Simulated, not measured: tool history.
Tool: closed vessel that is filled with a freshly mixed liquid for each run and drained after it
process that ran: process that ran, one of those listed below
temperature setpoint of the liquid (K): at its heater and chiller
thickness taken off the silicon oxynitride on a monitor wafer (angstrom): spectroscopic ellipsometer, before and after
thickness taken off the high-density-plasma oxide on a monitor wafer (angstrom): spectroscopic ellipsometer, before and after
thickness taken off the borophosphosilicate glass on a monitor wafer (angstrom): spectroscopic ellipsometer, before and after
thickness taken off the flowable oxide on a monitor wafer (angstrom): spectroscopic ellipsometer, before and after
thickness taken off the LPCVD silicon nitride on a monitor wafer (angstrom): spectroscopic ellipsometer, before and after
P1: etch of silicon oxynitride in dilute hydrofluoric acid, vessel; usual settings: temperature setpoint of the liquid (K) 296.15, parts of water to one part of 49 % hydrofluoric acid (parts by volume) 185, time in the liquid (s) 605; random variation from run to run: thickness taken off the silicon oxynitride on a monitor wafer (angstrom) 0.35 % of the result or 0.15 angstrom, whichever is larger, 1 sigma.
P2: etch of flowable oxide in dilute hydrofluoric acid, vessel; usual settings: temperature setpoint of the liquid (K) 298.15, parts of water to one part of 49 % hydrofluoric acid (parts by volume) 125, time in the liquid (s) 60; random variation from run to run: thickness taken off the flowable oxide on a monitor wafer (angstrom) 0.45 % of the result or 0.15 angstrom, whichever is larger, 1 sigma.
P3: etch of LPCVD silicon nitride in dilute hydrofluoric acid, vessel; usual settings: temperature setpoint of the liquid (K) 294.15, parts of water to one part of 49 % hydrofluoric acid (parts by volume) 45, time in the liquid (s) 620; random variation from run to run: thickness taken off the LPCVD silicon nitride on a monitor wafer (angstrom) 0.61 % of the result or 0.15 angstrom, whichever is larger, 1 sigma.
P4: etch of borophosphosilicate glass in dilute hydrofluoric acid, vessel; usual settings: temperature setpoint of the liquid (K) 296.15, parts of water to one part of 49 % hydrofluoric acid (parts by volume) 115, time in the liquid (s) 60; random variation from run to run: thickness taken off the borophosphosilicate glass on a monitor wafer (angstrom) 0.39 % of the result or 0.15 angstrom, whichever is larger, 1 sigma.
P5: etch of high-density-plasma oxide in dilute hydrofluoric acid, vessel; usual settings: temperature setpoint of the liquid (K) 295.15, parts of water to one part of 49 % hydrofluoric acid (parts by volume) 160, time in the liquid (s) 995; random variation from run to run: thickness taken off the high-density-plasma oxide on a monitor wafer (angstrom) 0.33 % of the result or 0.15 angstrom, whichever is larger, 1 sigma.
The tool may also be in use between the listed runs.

| run | hour | process that ran | temperature setpoint of the liquid (K) | parts of water to one part of 49 % hydrofluoric acid (parts by volume) | time in the liquid (s) | hours since the thermometer was replaced | hours since the hydrofluoric acid flow meter was replaced | thickness taken off the silicon oxynitride on a monitor wafer (angstrom) | thickness taken off the high-density-plasma oxide on a monitor wafer (angstrom) | thickness taken off the borophosphosilicate glass on a monitor wafer (angstrom) | thickness taken off the flowable oxide on a monitor wafer (angstrom) | thickness taken off the LPCVD silicon nitride on a monitor wafer (angstrom) |
|---|---|---|---|---|---|---|---|---|---|---|---|---|
| 1 | 7.4 | P1 | 296.15 | 185 | 605 | 1015.3 | 542.4 | 64.608 |  |  |  |  |
| 2 | 15.9 | P5 | 290.15 | 160 | 995 | 1023.8 | 550.9 |  | 348.31 |  |  |  |
| 3 | 25.3 | P4 | 290.15 | 115 | 60 | 1033.2 | 560.3 |  |  | 194.78 |  |  |
| 4 | 36.1 | P1 | 296.15 | 185 | 1080 | 1044.0 | 571.1 | 115.160 |  |  |  |  |
| 5 | 44.0 | P1 | 303.65 | 75 | 605 | 1051.9 | 579.0 | 245.330 |  |  |  |  |
| 6 | 54.4 | P1 | 301.65 | 185 | 605 | 1062.3 | 589.4 | 81.505 |  |  |  |  |
| 7 | 67.5 | P2 | 298.15 | 35 | 60 | 1075.4 | 602.5 |  |  |  | 510.640 |  |
| 8 | 79.0 | P3 | 294.15 | 45 | 620 | 1086.9 | 614.0 |  |  |  |  | 53.289 |
| 9 | 87.0 | P2 | 298.15 | 125 | 30 | 1094.9 | 622.0 |  |  |  | 63.493 |  |
| 10 | 94.8 | P3 | 300.65 | 45 | 620 | 1102.7 | 629.8 |  |  |  |  | 82.223 |
| 11 | 105.3 | P1 | 296.15 | 65 | 605 | 1113.2 | 640.3 | 199.930 |  |  |  |  |
| 12 | 118.8 | P1 | 296.15 | 185 | 605 | 1126.7 | 653.8 | 64.091 |  |  |  |  |
| 13 | 127.2 | P5 | 295.15 | 160 | 995 | 1135.1 | 662.2 |  | 426.04 |  |  |  |
| 14 | 140.1 | P5 | 295.15 | 160 | 995 | 1148.0 | 675.1 |  | 423.68 |  |  |  |
| 15 | 148.2 | P1 | 296.15 | 185 | 605 | 1156.1 | 683.2 | 64.245 |  |  |  |  |
| 16 | 155.3 | P1 | 296.15 | 330 | 605 | 1163.2 | 690.3 | 32.755 |  |  |  |  |
| 17 | 162.8 | P1 | 296.15 | 185 | 175 | 1170.7 | 697.8 | 18.708 |  |  |  |  |
| 18 | 175.2 | P5 | 295.15 | 75 | 995 | 1183.1 | 710.2 |  | 991.33 |  |  |  |
| 19 | 188.5 | P1 | 301.15 | 260 | 605 | 1196.4 | 723.5 | 53.580 |  |  |  |  |
| 20 | 198.5 | P4 | 296.15 | 20 | 60 | 1206.4 | 733.5 |  |  | 1601.80 |  |  |
| 21 | 210.7 | P2 | 298.15 | 125 | 60 | 1218.6 | 745.7 |  |  |  | 127.030 |  |
| 22 | 224.0 | P4 | 296.15 | 115 | 60 | 1231.9 | 759.0 |  |  | 247.63 |  |  |
| 23 | 235.3 | P3 | 294.15 | 20 | 620 | 1243.2 | 770.3 |  |  |  |  | 115.350 |
| 24 | 247.8 | P1 | 296.15 | 185 | 605 | 1255.7 | 782.8 | 64.216 |  |  |  |  |
| 25 | 261.6 | P1 | 296.15 | 185 | 605 | 1269.5 | 796.6 | 64.397 |  |  |  |  |
| 26 | 273.8 | P3 | 294.15 | 45 | 155 | 1281.7 | 808.8 |  |  |  |  | 13.014 |
| 27 | 285.2 | P4 | 296.15 | 115 | 30 | 1293.1 | 820.2 |  |  | 124.69 |  |  |
| 28 | 297.2 | P1 | 300.15 | 185 | 160 | 1305.1 | 832.2 | 20.498 |  |  |  |  |
| 29 | 307.3 | P1 | 296.15 | 185 | 605 | 1315.2 | 842.3 | 63.877 |  |  |  |  |
| 30 | 317.9 | P2 | 290.15 | 125 | 60 | 1325.8 | 852.9 |  |  |  | 92.449 |  |
| 31 | 325.6 | P1 | 290.15 | 185 | 605 | 1333.5 | 860.6 | 48.449 |  |  |  |  |
| 32 | 337.1 | P5 | 295.15 | 160 | 90 | 1345.0 | 872.1 |  | 38.22 |  |  |  |
| 33 | 349.9 | P1 | 296.15 | 185 | 605 | 1357.8 | 884.9 | 64.240 |  |  |  |  |
| 34 | 363.5 | P1 | 296.15 | 185 | 605 | 1371.4 | 898.5 | 61.315 |  |  |  |  |
| 35 | 373.0 | P1 | 296.15 | 185 | 605 | 1380.9 | 908.0 | 60.238 |  |  |  |  |
| 36 | 380.5 | P1 | 296.15 | 185 | 605 | 1388.4 | 915.5 | 60.998 |  |  |  |  |
| 37 | 387.9 | P1 | 296.15 | 185 | 605 | 1395.8 | 922.9 | 60.063 |  |  |  |  |
| 38 | 396.4 | P1 | 296.15 | 185 | 605 | 1404.3 | 931.4 | 60.169 |  |  |  |  |
| 39 | 405.2 | P1 | 296.15 | 185 | 605 | 1413.1 | 940.2 | 59.545 |  |  |  |  |

What P1 gives has crept away from where it was. These 2 causes fit the log equally well, each at the size given:
A: hydrofluoric acid flow below the setpoint (%) = 5.75
B: liquid colder than its thermometer reads (K) = 1.48
The creep began at about hour 349.9.

4 check runs are offered, each on 2 wafers whose results are averaged, their results left as question marks. Which one tells the causes apart?
| check 1 | 414.0 | P5 | 295.15 | 90 | 150 |  |  |  | ? |  |  |  |
| check 2 | 414.0 | P2 | 298.15 | 60 | 60 |  |  |  |  |  | ? |  |
| check 3 | 414.0 | P3 | 294.15 | 30 | 240 |  |  |  |  |  |  | ? |
| check 4 | 414.0 | P4 | 290.15 | 115 | 30 |  |  |  |  | ? |  |  |

What each check would give under each cause:
| check | result | if A | if B |
|---|---|---|---|
| check 1 | thickness taken off the high-density-plasma oxide on a monitor wafer (angstrom) | 115.03 | 115.63 |
| check 2 | thickness taken off the flowable oxide on a monitor wafer (angstrom) | 270.120 | 271.150 |
| check 3 | thickness taken off the LPCVD silicon nitride on a monitor wafer (angstrom) | 28.724 | 27.420 |
| check 4 | thickness taken off the borophosphosilicate glass on a monitor wafer (angstrom) | 90.747 | 91.114 |
How far apart the two closest causes lie, in the result that separates them most: check 1 0.52 %; check 2 0.38 %; check 3 4.65 %; check 4 0.4 %
Only check 3 tells the causes apart: in the others they would give nearly the same result.

Check 3 was then run and gave: thickness taken off the LPCVD silicon nitride on a monitor wafer (angstrom) 27.331. Which cause is it?

It is B: liquid colder than its thermometer reads (K).
